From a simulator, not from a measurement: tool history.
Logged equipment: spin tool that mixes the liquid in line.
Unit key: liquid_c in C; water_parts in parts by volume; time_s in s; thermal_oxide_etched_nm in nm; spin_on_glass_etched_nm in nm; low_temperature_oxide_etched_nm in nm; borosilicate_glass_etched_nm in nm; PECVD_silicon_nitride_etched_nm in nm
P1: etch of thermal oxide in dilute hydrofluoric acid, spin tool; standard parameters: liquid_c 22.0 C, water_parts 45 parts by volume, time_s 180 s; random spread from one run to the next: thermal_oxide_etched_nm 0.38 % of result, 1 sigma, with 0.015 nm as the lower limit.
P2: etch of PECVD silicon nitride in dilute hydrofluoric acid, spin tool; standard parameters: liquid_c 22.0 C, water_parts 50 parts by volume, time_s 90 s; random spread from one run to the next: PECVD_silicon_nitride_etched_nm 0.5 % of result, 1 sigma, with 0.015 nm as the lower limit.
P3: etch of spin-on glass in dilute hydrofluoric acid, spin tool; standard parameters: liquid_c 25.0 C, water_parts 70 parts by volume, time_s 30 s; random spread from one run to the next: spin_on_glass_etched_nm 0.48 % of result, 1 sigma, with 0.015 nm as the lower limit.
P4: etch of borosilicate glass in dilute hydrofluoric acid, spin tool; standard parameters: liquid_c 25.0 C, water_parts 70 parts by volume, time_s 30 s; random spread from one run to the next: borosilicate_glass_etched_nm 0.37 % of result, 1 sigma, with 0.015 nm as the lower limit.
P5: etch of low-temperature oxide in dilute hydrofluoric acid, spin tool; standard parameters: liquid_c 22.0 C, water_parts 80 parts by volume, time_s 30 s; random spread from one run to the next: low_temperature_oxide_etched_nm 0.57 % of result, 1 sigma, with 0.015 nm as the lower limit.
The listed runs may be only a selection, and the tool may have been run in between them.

| run | hour | process | liquid_c | water_parts | time_s | thermal_oxide_etched_nm | spin_on_glass_etched_nm | low_temperature_oxide_etched_nm | borosilicate_glass_etched_nm | PECVD_silicon_nitride_etched_nm |
|---|---|---|---|---|---|---|---|---|---|---|
| 1 | 9.5 | P1 | 22.0 | 45 | 180 | 18.9980 |  |  |  |  |
| 2 | 16.4 | P1 | 17.0 | 45 | 180 | 15.3160 |  |  |  |  |
| 3 | 28.1 | P3 | 25.0 | 70 | 15 |  | 8.0148 |  |  |  |
| 4 | 33.7 | P1 | 22.0 | 45 | 180 | 19.0860 |  |  |  |  |
| 5 | 41.0 | P5 | 22.0 | 30 | 30 |  |  | 26.3070 |  |  |
| 6 | 53.3 | P3 | 18.0 | 70 | 30 |  | 12.0430 |  |  |  |
| 7 | 62.5 | P4 | 31.0 | 70 | 30 |  |  |  | 20.448 |  |
| 8 | 68.8 | P1 | 22.0 | 45 | 180 | 18.9740 |  |  |  |  |
| 9 | 79.4 | P1 | 25.5 | 60 | 180 | 16.0910 |  |  |  |  |
| 10 | 88.6 | P1 | 22.0 | 30 | 180 | 29.1010 |  |  |  |  |
| 11 | 100.0 | P3 | 25.0 | 20 | 30 |  | 60.6340 |  |  |  |
| 12 | 105.8 | P5 | 22.0 | 80 | 15 |  |  | 4.6609 |  |  |
| 13 | 111.9 | P2 | 22.0 | 50 | 25 |  |  |  |  | 2.0743 |
| 14 | 120.0 | P2 | 22.0 | 50 | 90 |  |  |  |  | 7.4886 |
| 15 | 132.4 | P4 | 25.0 | 20 | 30 |  |  |  | 61.270 |  |
| 16 | 144.8 | P1 | 26.5 | 45 | 180 | 22.9080 |  |  |  |  |
| 17 | 154.1 | P1 | 22.0 | 45 | 315 | 33.2350 |  |  |  |  |
| 18 | 165.3 | P1 | 22.0 | 45 | 80 | 8.3645 |  |  |  |  |
| 19 | 172.8 | P3 | 25.0 | 70 | 30 |  | 15.9620 |  |  |  |
| 20 | 180.1 | P5 | 22.0 | 80 | 30 |  |  | 9.4202 |  |  |
| 21 | 191.2 | P1 | 22.0 | 45 | 180 | 19.1040 |  |  |  |  |
| 22 | 202.9 | P2 | 22.0 | 70 | 90 |  |  |  |  | 5.4099 |

The next listed run, before its measurement:
|  | 203.5 | hydrofluoric acid flow meter replaced |
| 23 | 212.7 | P5 | 22.0 | 80 | 30 |  |  | ? |  |  |

{"run 23": {"low_temperature_oxide_etched_nm": 9.3889}}

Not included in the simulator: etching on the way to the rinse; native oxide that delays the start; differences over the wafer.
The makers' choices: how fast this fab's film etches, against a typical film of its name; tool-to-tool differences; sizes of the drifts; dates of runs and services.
